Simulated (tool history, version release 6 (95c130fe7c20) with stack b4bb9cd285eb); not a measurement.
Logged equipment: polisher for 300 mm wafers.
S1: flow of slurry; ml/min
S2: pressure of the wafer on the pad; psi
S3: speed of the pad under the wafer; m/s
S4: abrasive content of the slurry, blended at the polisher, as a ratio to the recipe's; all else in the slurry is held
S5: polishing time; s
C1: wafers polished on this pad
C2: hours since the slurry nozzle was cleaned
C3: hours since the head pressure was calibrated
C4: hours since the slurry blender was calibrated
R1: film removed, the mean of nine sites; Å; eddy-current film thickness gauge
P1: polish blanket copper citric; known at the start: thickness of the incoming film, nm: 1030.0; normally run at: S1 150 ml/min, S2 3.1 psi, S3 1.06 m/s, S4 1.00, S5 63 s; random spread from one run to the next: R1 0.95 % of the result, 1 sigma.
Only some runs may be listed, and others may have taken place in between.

Run 1, day 0.321: S1 150 ml/min, S2 3.1 psi, S3 1.06 m/s, S4 1.00, S5 63 s; C1 763; C2 280.6; C3 587.6; C4 56.2. Result: R1 1591.80 Å.
Run 2, day 0.729: S1 150 ml/min, S2 3.1 psi, S3 1.06 m/s, S4 0.75, S5 63 s; C1 826; C2 290.4; C3 597.4; C4 66.0. Result: R1 1499.60 Å.
Run 3, day 1.229: S1 100 ml/min, S2 2.3 psi, S3 1.06 m/s, S4 1.00, S5 63 s; C1 902; C2 302.4; C3 609.4; C4 78.0. Result: R1 1073.90 Å.
Run 4, day 1.517: S1 150 ml/min, S2 1.7 psi, S3 1.40 m/s, S4 1.00, S5 63 s; C1 946; C2 309.3; C3 616.3; C4 84.9. Result: R1 1141.10 Å.
Run 5, day 1.871: S1 150 ml/min, S2 3.1 psi, S3 1.06 m/s, S4 1.00, S5 44 s; C1 1001; C2 317.8; C3 624.8; C4 93.4. Result: R1 1115.50 Å.
Run 6, day 2.283: S1 150 ml/min, S2 3.1 psi, S3 1.06 m/s, S4 1.00, S5 63 s; C1 1064; C2 327.7; C3 634.7; C4 103.3. Result: R1 1562.40 Å.
Run 7, day 2.746: S1 150 ml/min, S2 3.1 psi, S3 1.06 m/s, S4 1.00, S5 63 s; C1 1135; C2 338.8; C3 645.8; C4 114.4. Result: R1 1590.00 Å.
Run 8, day 3.338: S1 150 ml/min, S2 3.1 psi, S3 1.06 m/s, S4 1.00, S5 88 s; C1 1225; C2 353.0; C3 660.0; C4 128.6. Result: R1 2197.90 Å.
Run 9, day 3.846: S1 150 ml/min, S2 3.1 psi, S3 1.06 m/s, S4 1.00, S5 63 s; C1 1303; C2 365.2; C3 672.2; C4 140.8. Result: R1 1575.60 Å.
Run 10, day 4.450: S1 150 ml/min, S2 3.1 psi, S3 1.06 m/s, S4 1.00, S5 63 s; C1 1396; C2 379.7; C3 686.7; C4 155.3. Result: R1 1582.90 Å.
Run 11, day 4.842: S1 150 ml/min, S2 1.9 psi, S3 1.06 m/s, S4 1.00, S5 63 s; C1 1456; C2 389.1; C3 696.1; C4 164.7. Result: R1 993.43 Å.
Run 12, day 5.308: S1 230 ml/min, S2 3.1 psi, S3 1.06 m/s, S4 1.00, S5 63 s; C1 1527; C2 400.3; C3 707.3; C4 175.9. Result: R1 1668.10 Å.
Run 13, day 5.921: S1 150 ml/min, S2 3.1 psi, S3 1.06 m/s, S4 1.35, S5 63 s; C1 1621; C2 415.0; C3 722.0; C4 190.6. Result: R1 1658.00 Å.
Run 14, day 6.283: S1 150 ml/min, S2 3.1 psi, S3 1.54 m/s, S4 1.00, S5 63 s; C1 1677; C2 423.7; C3 730.7; C4 199.3. Result: R1 2241.90 Å.
Run 15, day 6.604: S1 150 ml/min, S2 3.1 psi, S3 1.06 m/s, S4 1.00, S5 63 s; C1 1726; C2 431.4; C3 738.4; C4 207.0. Result: R1 1559.50 Å.
Run 16, day 6.946: S1 150 ml/min, S2 3.1 psi, S3 0.48 m/s, S4 1.00, S5 63 s; C1 1778; C2 439.6; C3 746.6; C4 215.2. Result: R1 723.57 Å.
Run 17, day 7.554: S1 150 ml/min, S2 4.0 psi, S3 1.06 m/s, S4 1.00, S5 63 s; C1 1871; C2 454.2; C3 761.2; C4 229.8. Result: R1 2023.40 Å.
Run 18, day 7.975: S1 150 ml/min, S2 3.1 psi, S3 0.76 m/s, S4 0.60, S5 63 s; C1 1936; C2 464.3; C3 771.3; C4 239.9. Result: R1 1020.40 Å.
Run 19, day 8.438: S1 105 ml/min, S2 3.1 psi, S3 1.06 m/s, S4 1.00, S5 63 s; C1 2007; C2 475.4; C3 782.4; C4 251.0. Result: R1 1426.50 Å.
Run 20, day 8.800: S1 150 ml/min, S2 3.1 psi, S3 1.06 m/s, S4 1.00, S5 63 s; C1 2062; C2 484.1; C3 791.1; C4 259.7. Result: R1 1559.30 Å.
Run 21, day 9.138: S1 150 ml/min, S2 3.1 psi, S3 1.06 m/s, S4 1.00, S5 63 s; C1 2114; C2 492.2; C3 799.2; C4 267.8. Result: R1 1579.70 Å.
Run 22, day 9.688: S1 150 ml/min, S2 3.1 psi, S3 1.06 m/s, S4 1.00, S5 63 s; C1 2198; C2 505.4; C3 812.4; C4 281.0. Result: R1 1521.70 Å.
Run 23, day 10.050: S1 150 ml/min, S2 3.1 psi, S3 1.06 m/s, S4 1.00, S5 63 s; C1 2254; C2 514.1; C3 821.1; C4 289.7. Result: R1 1466.00 Å.
Run 24, day 10.442: S1 150 ml/min, S2 3.1 psi, S3 1.06 m/s, S4 1.00, S5 63 s; C1 2314; C2 523.5; C3 830.5; C4 299.1. Result: R1 1470.40 Å.
At day 10.567: head pressure recalibrated.
Run 25, day 10.908: S1 150 ml/min, S2 3.1 psi, S3 1.06 m/s, S4 1.00, S5 63 s; C1 2385; C2 534.7; C3 8.3; C4 310.3. Result: R1 1445.40 Å.
At day 10.954: slurry blender recalibrated.
Run 26, day 11.250: S1 150 ml/min, S2 3.1 psi, S3 1.06 m/s, S4 1.00, S5 63 s; C1 2438; C2 542.9; C3 16.5; C4 7.2. Result: R1 1428.70 Å.
Run 27, day 11.833: S1 150 ml/min, S2 3.1 psi, S3 1.06 m/s, S4 1.00, S5 63 s; C1 2527; C2 556.9; C3 30.5; C4 21.2. Result: R1 1411.40 Å.

Run 28, settings as shown, results not yet in. Your forecast:
Run 28, day 12.254: S1 150 ml/min, S2 3.1 psi, S3 1.06 m/s, S4 1.00, S5 63 s; C1 2591; C2 567.0; C3 40.6; C4 31.3. Result: R1 ?.

R1: 1430.70 Å

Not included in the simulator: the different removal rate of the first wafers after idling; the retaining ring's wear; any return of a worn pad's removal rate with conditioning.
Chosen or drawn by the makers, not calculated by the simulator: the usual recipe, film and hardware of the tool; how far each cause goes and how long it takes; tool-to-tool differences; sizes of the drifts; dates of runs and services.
